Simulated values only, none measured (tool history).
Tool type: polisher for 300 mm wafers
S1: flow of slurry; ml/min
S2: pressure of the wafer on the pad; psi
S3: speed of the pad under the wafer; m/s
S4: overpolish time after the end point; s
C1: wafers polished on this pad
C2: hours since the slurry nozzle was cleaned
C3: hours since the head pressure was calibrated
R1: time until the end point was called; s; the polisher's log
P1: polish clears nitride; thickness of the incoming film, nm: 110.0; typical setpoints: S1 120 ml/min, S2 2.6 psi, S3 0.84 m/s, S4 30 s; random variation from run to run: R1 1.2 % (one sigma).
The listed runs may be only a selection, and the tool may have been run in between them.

run	day	S1	S2	S3	S4	C1	C2	C3	R1
1	0.429	120	2.6	0.84	30	523	493	229.4	134.37
2	1.062	120	2.6	1.3	30	594	508.2	244.6	87.956
3	1.408	180	2.6	0.84	30	633	516.5	252.9	123.05
4	2.104	70	2.6	0.84	12	712	533.2	269.6	156.57
5	2.746	120	2.6	0.84	30	784	548.6	285	133.63
6	3.154	120	2.6	0.84	30	830	558.4	294.8	136.53
7	3.775	120	2.6	0.84	30	901	573.3	309.7	138.38
8	4.346	120	4.1	0.84	30	965	587	323.4	85.073
9	4.9	120	2.6	0.84	30	1027	600.3	336.7	134.38
10	5.379	120	2.6	0.5	30	1082	611.8	348.2	229.44
11	6.017	120	1.3	0.84	30	1153	627.1	363.5	265.51
12	6.729	120	2.6	0.84	11	1234	644.2	380.6	138.02
13	7.108	120	2.6	0.84	30	1277	653.3	389.7	137.65
14	7.679	85	2.6	0.84	13	1341	667	403.4	147.58
15	8.15	70	2.6	0.84	30	1394	678.3	414.7	154.75
16	8.675	120	2.6	0.84	56	1453	690.9	427.3	135.44
17	9.188	120	2.6	0.84	30	1511	703.2	439.6	136.45
18	9.758	120	2.6	0.84	30	1576	716.9	453.3	143.24
19	10.142	120	2.6	0.84	30	1619	726.1	462.5	143.89
20	10.717	120	2.6	0.84	30	1684	739.9	476.3	149.73
# day 11.258: head pressure recalibrated
21	11.308	120	2.6	0.84	30	1751	754.1	1.3	152
22	11.867	120	2.6	0.84	30	1814	767.5	14.7	148.8
23	12.283	120	2.6	0.84	30	1861	777.5	24.7	152.12
24	12.617	120	2.6	0.84	30	1898	785.5	32.7	151.76
25	13.062	120	2.6	0.84	30	1948	796.2	43.4	151.97

What P1 gives has crept away from where it was. These 2 causes fit the log equally well, each at the size given:
A: removal rate lost through wear of the pad, % = 11.5
B: slurry flow missing at the pad, % = 37
The onset of the drift is placed at about day 9.188.
Why every other cause is out:
head's pressure below its setpoint, %: serviced at day 11.258, after the change had begun; the process did not return to its earlier output

Consider the 4 check runs below, whose results appear as question marks and each of which averages 3 wafers. Which one distinguishes the causes, in that each cause would give it a clearly different result?
check 1	13.508	120	1.5	0.84	17				?
check 2	13.508	120	1.4	0.84	30				?
check 3	13.508	120	3.6	0.84	51				?
check 4	13.508	80	2.6	0.6	30				?

Expected result of each check under each candidate cause:
check	result	if A	if B
check 1	R1	264.73	264.6
check 2	R1	283.64	283.5
check 3	R1	110.3	110.25
check 4	R1	237.26	249.21
Gap, in per cent, between the two causes that each check separates least, read from the result that separates them most: check 1 0.05 %; check 2 0.05 %; check 3 0.05 %; check 4 4.91 %
The causes can be told apart only by check 4. The other checks would give nearly the same results under each of them.

Check 4 was carried out, with these results: R1 248.01 s. Which of the listed causes is responsible?

Of the candidate causes, it is B: slurry flow missing at the pad, %.

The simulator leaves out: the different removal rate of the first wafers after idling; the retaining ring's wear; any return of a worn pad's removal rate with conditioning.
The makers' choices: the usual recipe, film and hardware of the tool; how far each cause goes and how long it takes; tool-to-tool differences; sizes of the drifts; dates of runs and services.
